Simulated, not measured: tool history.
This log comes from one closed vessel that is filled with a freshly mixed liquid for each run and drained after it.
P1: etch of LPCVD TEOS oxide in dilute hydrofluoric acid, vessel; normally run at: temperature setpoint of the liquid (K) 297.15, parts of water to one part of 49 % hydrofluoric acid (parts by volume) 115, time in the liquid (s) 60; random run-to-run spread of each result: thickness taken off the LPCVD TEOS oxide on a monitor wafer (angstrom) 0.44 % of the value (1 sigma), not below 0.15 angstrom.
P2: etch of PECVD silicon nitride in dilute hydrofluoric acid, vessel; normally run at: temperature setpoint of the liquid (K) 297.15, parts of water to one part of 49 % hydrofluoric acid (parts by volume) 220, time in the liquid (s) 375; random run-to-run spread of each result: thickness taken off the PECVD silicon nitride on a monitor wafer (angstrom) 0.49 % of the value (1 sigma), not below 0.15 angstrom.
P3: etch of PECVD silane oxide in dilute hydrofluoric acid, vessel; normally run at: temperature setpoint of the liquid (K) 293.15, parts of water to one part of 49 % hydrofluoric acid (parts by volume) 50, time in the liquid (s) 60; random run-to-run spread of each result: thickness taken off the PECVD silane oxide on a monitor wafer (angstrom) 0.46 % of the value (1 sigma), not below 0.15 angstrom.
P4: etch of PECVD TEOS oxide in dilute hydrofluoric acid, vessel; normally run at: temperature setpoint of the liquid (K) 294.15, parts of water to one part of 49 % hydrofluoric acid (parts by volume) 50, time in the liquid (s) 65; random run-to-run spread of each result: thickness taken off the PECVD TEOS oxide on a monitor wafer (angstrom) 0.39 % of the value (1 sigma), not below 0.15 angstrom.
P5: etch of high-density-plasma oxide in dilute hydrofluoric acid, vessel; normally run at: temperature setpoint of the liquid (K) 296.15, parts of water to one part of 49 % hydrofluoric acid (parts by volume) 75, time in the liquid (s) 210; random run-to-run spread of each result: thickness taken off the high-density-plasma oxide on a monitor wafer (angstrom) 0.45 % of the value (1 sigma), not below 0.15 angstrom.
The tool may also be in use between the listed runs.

run	hour	process that ran	temperature setpoint of the liquid (K)	parts of water to one part of 49 % hydrofluoric acid (parts by volume)	time in the liquid (s)	thickness taken off the LPCVD TEOS oxide on a monitor wafer (angstrom)	thickness taken off the PECVD TEOS oxide on a monitor wafer (angstrom)	thickness taken off the high-density-plasma oxide on a monitor wafer (angstrom)	thickness taken off the PECVD silicon nitride on a monitor wafer (angstrom)	thickness taken off the PECVD silane oxide on a monitor wafer (angstrom)
1	11.3	P1	297.15	115	60	94.27				
2	23.9	P1	297.15	115	60	94.036				
3	36.6	P4	301.65	50	65		386.6			
4	48.5	P5	296.15	20	210			549.22		
5	54.6	P2	297.15	220	375				79.004	
6	67.7	P5	290.15	75	210			106.93		
7	75.8	P2	297.15	220	375				77.895	
8	85.2	P5	296.15	75	30			19.913		
9	94.3	P3	293.15	50	60					396.24
10	107.2	P5	296.15	75	210			136.65		
11	116.8	P1	297.15	115	60	94.342				
12	129.5	P3	301.15	50	60					552.15
13	138.4	P4	294.15	50	65		285.49			
14	147.3	P1	297.15	115	60	94.526				
15	157.4	P3	293.15	50	95					633.53
16	169.7	P3	293.15	20	60					1035.2
17	175.9	P1	297.15	115	60	95.087				
18	188.4	P1	302.15	115	60	114.74				
19	194.2	P2	297.15	220	725				152.22	
20	201.8	P2	297.15	355	375				48.986	
21	210.6	P1	297.15	210	60	46.302				
22	222.4	P1	297.15	115	60	94.022				
23	228.2	P2	290.15	220	375				49.932	
24	234.3	P4	294.15	50	65		283.37			
25	246.6	P1	297.15	115	30	47.292				
26	253.7	P1	297.15	65	60	178.22				
27	260.8	P1	297.15	115	60	94.434				
28	272.3	P1	297.15	165	115	118.7				
29	278.2	P4	294.15	50	30		131.49			
30	286.3	P4	294.15	85	65		160.76			

Forecast run 31:
31	298.8	P1	290.15	115	60	?				

{"run 31": {"thickness taken off the LPCVD TEOS oxide on a monitor wafer (angstrom)": 70.611}}
